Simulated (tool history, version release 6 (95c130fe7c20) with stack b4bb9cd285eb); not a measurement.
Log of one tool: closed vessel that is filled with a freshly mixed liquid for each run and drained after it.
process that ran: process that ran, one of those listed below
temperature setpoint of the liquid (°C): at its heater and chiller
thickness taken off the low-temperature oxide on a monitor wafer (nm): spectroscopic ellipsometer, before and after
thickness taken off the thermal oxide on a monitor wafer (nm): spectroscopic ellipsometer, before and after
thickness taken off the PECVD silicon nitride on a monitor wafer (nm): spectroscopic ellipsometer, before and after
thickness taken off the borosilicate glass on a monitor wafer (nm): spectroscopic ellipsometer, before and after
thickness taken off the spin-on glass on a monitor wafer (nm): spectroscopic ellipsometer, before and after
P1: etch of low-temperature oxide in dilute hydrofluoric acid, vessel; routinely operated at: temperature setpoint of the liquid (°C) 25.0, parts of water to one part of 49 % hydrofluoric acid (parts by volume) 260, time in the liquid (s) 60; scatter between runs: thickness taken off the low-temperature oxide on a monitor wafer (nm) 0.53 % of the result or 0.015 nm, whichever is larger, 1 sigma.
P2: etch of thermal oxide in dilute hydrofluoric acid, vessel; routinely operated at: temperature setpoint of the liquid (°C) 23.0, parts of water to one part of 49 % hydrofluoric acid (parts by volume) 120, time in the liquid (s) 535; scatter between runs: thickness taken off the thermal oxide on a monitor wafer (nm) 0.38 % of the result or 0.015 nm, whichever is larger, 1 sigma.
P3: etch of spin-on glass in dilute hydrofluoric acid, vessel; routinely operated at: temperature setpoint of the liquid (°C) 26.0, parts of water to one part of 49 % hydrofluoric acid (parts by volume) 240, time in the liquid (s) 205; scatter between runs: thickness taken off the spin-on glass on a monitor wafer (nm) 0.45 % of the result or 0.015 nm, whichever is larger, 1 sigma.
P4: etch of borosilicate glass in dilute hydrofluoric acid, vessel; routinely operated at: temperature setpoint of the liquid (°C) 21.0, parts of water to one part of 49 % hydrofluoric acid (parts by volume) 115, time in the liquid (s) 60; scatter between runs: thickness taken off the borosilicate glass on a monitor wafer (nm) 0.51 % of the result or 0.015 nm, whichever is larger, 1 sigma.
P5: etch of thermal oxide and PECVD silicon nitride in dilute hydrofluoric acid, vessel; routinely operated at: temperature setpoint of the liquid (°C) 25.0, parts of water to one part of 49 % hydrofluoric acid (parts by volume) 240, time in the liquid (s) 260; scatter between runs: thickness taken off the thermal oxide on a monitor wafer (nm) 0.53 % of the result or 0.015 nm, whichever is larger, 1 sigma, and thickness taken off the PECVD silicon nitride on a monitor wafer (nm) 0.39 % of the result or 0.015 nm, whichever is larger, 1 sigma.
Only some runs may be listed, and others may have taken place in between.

run,hour,process that ran,temperature setpoint of the liquid (°C),parts of water to one part of 49 % hydrofluoric acid (parts by volume),time in the liquid (s),hours since the thermometer was replaced,hours since the hydrofluoric acid flow meter was replaced,thickness taken off the low-temperature oxide on a monitor wafer (nm),thickness taken off the thermal oxide on a monitor wafer (nm),thickness taken off the PECVD silicon nitride on a monitor wafer (nm),thickness taken off the borosilicate glass on a monitor wafer (nm),thickness taken off the spin-on glass on a monitor wafer (nm)
1,16.1,P1,25.0,260,60,505.8,1126.0,5.6768,,,,
2,25.9,P2,23.0,120,1060,515.6,1135.8,,38.95700,,,
3,42.8,P5,17.5,240,260,532.5,1152.7,,3.30440,3.84990,,
4,53.8,P1,25.0,260,60,543.5,1163.7,5.5913,,,,
5,69.8,P4,21.0,115,30,559.5,1179.7,,,,10.728,
6,80.3,P1,25.0,260,90,570.0,1190.2,8.4447,,,,
7,94.4,P5,25.0,240,260,584.1,1204.3,,4.43130,6.20570,,
8,112.5,P1,25.0,260,60,602.2,1222.4,5.5996,,,,
9,128.3,P1,25.0,420,60,618.0,1238.2,2.9592,,,,
10,142.9,P1,25.0,70,30,632.6,1252.8,12.9970,,,,
11,154.7,P4,21.0,205,60,644.4,1264.6,,,,10.783,
12,172.7,P1,25.0,260,60,662.4,1282.6,5.6071,,,,
13,185.5,P1,25.0,260,60,675.2,1295.4,5.6217,,,,
14,203.6,P3,21.0,240,205,693.3,1313.5,,,,,20.738
15,217.9,P5,25.0,240,30,707.6,1327.8,,0.49107,0.69865,,
16,229.0,P2,23.0,120,535,718.7,1338.9,,19.38700,,,
17,238.4,P5,25.0,240,260,728.1,1348.3,,4.38620,6.23680,,
18,246.8,P1,25.0,135,60,736.5,1356.7,12.3290,,,,
19,259.7,P1,21.0,260,60,749.4,1369.6,4.8255,,,,
20,276.7,P1,25.0,260,60,766.4,1386.6,5.6272,,,,
# hour 289.1: thermometer replaced
21,290.6,P4,17.0,115,60,1.5,1400.5,,,,18.046,
22,302.3,P1,25.0,260,35,13.2,1412.2,3.2772,,,,
23,317.0,P3,26.0,355,205,27.9,1426.9,,,,,14.959
24,333.4,P2,23.0,120,535,44.3,1443.3,,19.54300,,,
25,344.3,P3,26.0,240,205,55.2,1454.2,,,,,24.889
26,356.3,P4,21.0,115,60,67.2,1466.2,,,,21.176,
27,366.2,P5,25.0,415,260,77.1,1476.1,,2.18000,3.63510,,
28,383.9,P1,30.5,260,60,94.8,1493.8,6.7824,,,,
29,399.6,P2,30.0,120,535,110.5,1509.5,,25.51900,,,
30,416.1,P3,26.0,240,395,127.0,1526.0,,,,,48.709
31,424.2,P2,23.0,220,535,135.1,1534.1,,9.62510,,,
32,440.1,P1,25.0,260,60,151.0,1550.0,5.5765,,,,
33,449.1,P1,25.0,260,60,160.0,1559.0,5.7446,,,,
34,463.0,P1,25.0,260,60,173.9,1572.9,5.8732,,,,
35,474.9,P1,25.0,260,60,185.8,1584.8,5.8538,,,,
36,484.5,P1,25.0,260,60,195.4,1594.4,5.8811,,,,
37,492.7,P1,25.0,260,60,203.6,1602.6,5.9319,,,,
38,503.2,P1,25.0,260,60,214.1,1613.1,6.0277,,,,
39,513.8,P1,25.0,260,60,224.7,1623.7,5.9776,,,,
40,529.2,P1,25.0,260,60,240.1,1639.1,6.0086,,,,
41,541.4,P1,25.0,260,60,252.3,1651.3,6.0031,,,,
42,552.3,P1,25.0,260,60,263.2,1662.2,5.9899,,,,
43,565.2,P1,25.0,260,60,276.1,1675.1,5.9323,,,,

What P1 gives has crept away from where it was. These 2 causes fit the log equally well, each at the size given:
A: hydrofluoric acid flow above the setpoint (%) = 5.9
B: liquid hotter than its thermometer reads (K) = 2.09
At approximately hour 440.1, the process output began to creep.

Each of the 4 check runs below uses one wafer; its results are left as question marks. Which run tells the causes apart?
check 1,578.1,P4,21.0,200,60,,,,,,?,
check 2,578.1,P5,18.0,405,260,,,,?,?,,
check 3,578.1,P2,23.0,210,1045,,,,?,,,
check 4,578.1,P3,21.5,240,365,,,,,,,?

What every check run would give for each of its results, assuming each possible cause in turn:
check,result,if A,if B
check 1,thickness taken off the borosilicate glass on a monitor wafer (nm),11.959,12.083
check 2,thickness taken off the thermal oxide on a monitor wafer (nm),1.90110,1.89730
check 2,thickness taken off the PECVD silicon nitride on a monitor wafer (nm),2.54750,2.74760
check 3,thickness taken off the thermal oxide on a monitor wafer (nm),21.17400,21.32500
check 4,thickness taken off the spin-on glass on a monitor wafer (nm),40.731,40.982
Per check, the gap between the least separated pair of causes, taken in the result that splits them most: check 1 1.04 %; check 2 7.56 %; check 3 0.71 %; check 4 0.61 %
Only in check 2 would the causes give clearly different results; in the remaining checks their results would be nearly the same.

Then check 2 was run and gave: thickness taken off the thermal oxide on a monitor wafer (nm) 1.92710; thickness taken off the PECVD silicon nitride on a monitor wafer (nm) 2.78660. Which cause is it?

Of the candidate causes, it is B: liquid hotter than its thermometer reads (K).
